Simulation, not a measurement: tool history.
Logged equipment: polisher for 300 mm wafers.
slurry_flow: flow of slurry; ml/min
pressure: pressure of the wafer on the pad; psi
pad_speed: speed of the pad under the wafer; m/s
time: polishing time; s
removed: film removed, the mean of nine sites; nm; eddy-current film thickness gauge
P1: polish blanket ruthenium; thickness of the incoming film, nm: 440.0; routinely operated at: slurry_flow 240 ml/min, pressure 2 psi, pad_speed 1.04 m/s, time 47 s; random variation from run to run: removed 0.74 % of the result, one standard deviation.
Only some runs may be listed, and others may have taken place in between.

{"run": 1, "hour": 8.4, "slurry_flow": 240, "pressure": 2, "pad_speed": 1.04, "time": 47, "removed": 62.483}
{"run": 2, "hour": 20.1, "slurry_flow": 240, "pressure": 2, "pad_speed": 1.04, "time": 32, "removed": 42.254}
{"run": 3, "hour": 34.2, "slurry_flow": 240, "pressure": 1.1, "pad_speed": 1.04, "time": 47, "removed": 34.115}
{"run": 4, "hour": 47.8, "slurry_flow": 240, "pressure": 2, "pad_speed": 1.04, "time": 47, "removed": 61.69}
{"run": 5, "hour": 56.2, "slurry_flow": 240, "pressure": 2, "pad_speed": 1.04, "time": 47, "removed": 62.378}
{"run": 6, "hour": 65.1, "slurry_flow": 240, "pressure": 2, "pad_speed": 1.04, "time": 60, "removed": 78.923}
{"run": 7, "hour": 77.4, "slurry_flow": 240, "pressure": 2.9, "pad_speed": 1.04, "time": 47, "removed": 90.328}
{"run": 8, "hour": 84.8, "slurry_flow": 240, "pressure": 2, "pad_speed": 1.04, "time": 47, "removed": 63.337}
{"run": 9, "hour": 92.7, "slurry_flow": 240, "pressure": 1.1, "pad_speed": 1.04, "time": 31, "removed": 22.893}
{"run": 10, "hour": 99.2, "slurry_flow": 240, "pressure": 2, "pad_speed": 0.7, "time": 47, "removed": 41.852}
{"run": 11, "hour": 112.9, "slurry_flow": 240, "pressure": 2, "pad_speed": 1.04, "time": 47, "removed": 61.566}
{"run": 12, "hour": 122.7, "slurry_flow": 240, "pressure": 2, "pad_speed": 1.32, "time": 47, "removed": 78.651}
{"run": 13, "hour": 130.3, "slurry_flow": 240, "pressure": 2, "pad_speed": 1.04, "time": 47, "removed": 62.076}
{"run": 14, "hour": 143.9, "slurry_flow": 355, "pressure": 2, "pad_speed": 1.04, "time": 47, "removed": 64.652}
{"run": 15, "hour": 155.4, "slurry_flow": 240, "pressure": 0.9, "pad_speed": 1.04, "time": 37, "removed": 21.891}
{"run": 16, "hour": 169.1, "slurry_flow": 145, "pressure": 2, "pad_speed": 1.04, "time": 47, "removed": 57.449}
{"run": 17, "hour": 182.7, "slurry_flow": 240, "pressure": 2, "pad_speed": 1.04, "time": 47, "removed": 62.39}
{"run": 18, "hour": 196.9, "slurry_flow": 240, "pressure": 2, "pad_speed": 1.04, "time": 47, "removed": 60.485}
{"run": 19, "hour": 210.9, "slurry_flow": 240, "pressure": 2, "pad_speed": 1.04, "time": 47, "removed": 60.678}
{"run": 20, "hour": 223.4, "slurry_flow": 240, "pressure": 2, "pad_speed": 1.04, "time": 47, "removed": 60.887}
{"run": 21, "hour": 230.2, "slurry_flow": 240, "pressure": 2, "pad_speed": 1.04, "time": 47, "removed": 60.216}
{"run": 22, "hour": 241.8, "slurry_flow": 240, "pressure": 2, "pad_speed": 1.04, "time": 47, "removed": 59.754}
{"run": 23, "hour": 255.9, "slurry_flow": 240, "pressure": 2, "pad_speed": 1.04, "time": 47, "removed": 59.849}

Expected results for the next run?
{"hour": 265.2, "done": "worn pad replaced by a new one"}
{"run": 24, "hour": 267.0, "slurry_flow": 240, "pressure": 2, "pad_speed": 1.04, "time": 47, "removed": "?"}

removed: 60.089 nm
